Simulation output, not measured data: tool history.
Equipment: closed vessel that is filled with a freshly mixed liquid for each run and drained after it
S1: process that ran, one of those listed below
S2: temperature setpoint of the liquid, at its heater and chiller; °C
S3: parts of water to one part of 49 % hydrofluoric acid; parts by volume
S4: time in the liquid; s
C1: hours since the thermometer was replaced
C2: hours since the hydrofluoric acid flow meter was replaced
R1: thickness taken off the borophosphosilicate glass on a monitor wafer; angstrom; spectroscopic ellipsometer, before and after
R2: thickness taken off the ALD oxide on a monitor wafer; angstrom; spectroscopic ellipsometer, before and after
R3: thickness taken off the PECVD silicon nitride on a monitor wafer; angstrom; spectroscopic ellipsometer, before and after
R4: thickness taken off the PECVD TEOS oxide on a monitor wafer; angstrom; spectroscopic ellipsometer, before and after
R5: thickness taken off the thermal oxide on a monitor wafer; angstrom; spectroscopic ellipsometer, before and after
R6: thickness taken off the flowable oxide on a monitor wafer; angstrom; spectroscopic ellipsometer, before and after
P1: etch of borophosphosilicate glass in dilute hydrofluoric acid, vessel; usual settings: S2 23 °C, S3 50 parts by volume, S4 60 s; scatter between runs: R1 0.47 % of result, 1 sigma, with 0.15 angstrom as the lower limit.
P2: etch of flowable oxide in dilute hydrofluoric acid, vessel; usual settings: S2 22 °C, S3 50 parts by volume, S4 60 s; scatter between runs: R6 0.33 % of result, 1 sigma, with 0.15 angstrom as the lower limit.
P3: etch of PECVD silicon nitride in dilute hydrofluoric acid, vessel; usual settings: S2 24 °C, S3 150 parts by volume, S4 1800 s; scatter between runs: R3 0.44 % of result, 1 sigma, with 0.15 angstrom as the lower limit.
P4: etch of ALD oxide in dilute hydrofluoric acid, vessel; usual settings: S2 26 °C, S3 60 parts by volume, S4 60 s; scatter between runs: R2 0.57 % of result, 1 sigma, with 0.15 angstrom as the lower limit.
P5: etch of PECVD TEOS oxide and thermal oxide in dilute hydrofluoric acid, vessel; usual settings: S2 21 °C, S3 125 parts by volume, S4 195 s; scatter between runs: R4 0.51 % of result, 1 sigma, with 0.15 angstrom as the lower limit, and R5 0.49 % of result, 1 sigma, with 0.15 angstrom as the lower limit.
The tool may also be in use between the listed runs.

run	hour	S1	S2	S3	S4	C1	C2	R1	R2	R3	R4	R5	R6
1	5	P1	23	50	60	1382.7	218.7	581.41					
2	10	P4	29.5	60	60	1387.7	223.7		255.28				
3	16.4	P1	23	50	60	1394.1	230.1	578.74					
4	22	P3	24	205	1800	1399.7	235.7			178.7			
5	29	P5	17	125	195	1406.7	242.7				316.87	53.363	
6	34.3	P1	18.5	75	60	1412	248	310.78					
7	40.6	P1	23	50	60	1418.3	254.3	577.32					
8	43.8	P1	23	20	60	1421.5	257.5	1518.9					
9	48.3	P4	26	60	60	1426	262		222.87				
10	54.5	P5	21	125	195	1432.2	268.2				375.1	62.91	
11	57.9	P5	21	210	195	1435.6	271.6				204.27	34	
12	64.2	P1	23	50	90	1441.9	277.9	870.26					
13	67.4	P1	17	50	60	1445.1	281.1	447.01					
14	73.2	P1	23	85	60	1450.9	286.9	326.66					
15	79.2	P1	23	20	110	1456.9	292.9	2775.7					
16	83.6	P3	24	150	1800	1461.3	297.3			241.46			
17	89.7	P2	18	50	60	1467.4	303.4						352.47
# hour 94.2: hydrofluoric acid flow meter replaced
18	96.7	P5	21	125	195	1474.4	2.6				375.53	62.869	
19	100.9	P2	22	85	60	1478.6	6.8						234.87
20	104.6	P4	26	60	110	1482.3	10.5		409.78				
21	109.8	P2	22	50	30	1487.5	15.7						209.2
22	114	P5	21	125	30	1491.7	19.9				57.779	9.9033	
23	117.4	P1	23	50	60	1495.1	23.3	583.86					
24	123.7	P3	19.5	150	1800	1501.4	29.6			180.36			
25	128.1	P4	26	85	60	1505.8	34		152.07				
26	133.5	P2	22	50	60	1511.2	39.4						417.31
27	138.1	P1	23	50	60	1515.8	44	582.69					
28	142.8	P1	31	50	60	1520.5	48.7	803.26					
29	146.6	P3	24	150	875	1524.3	52.5			118.11			
30	152.9	P4	26	60	60	1530.6	58.8		223.05				
31	158.4	P1	23	50	60	1536.1	64.3	581.66					

Expected results for the next run?
32	163	P1	23	50	30	1540.7	68.9	?					

Run 32 produced R1 291.84 angstrom.

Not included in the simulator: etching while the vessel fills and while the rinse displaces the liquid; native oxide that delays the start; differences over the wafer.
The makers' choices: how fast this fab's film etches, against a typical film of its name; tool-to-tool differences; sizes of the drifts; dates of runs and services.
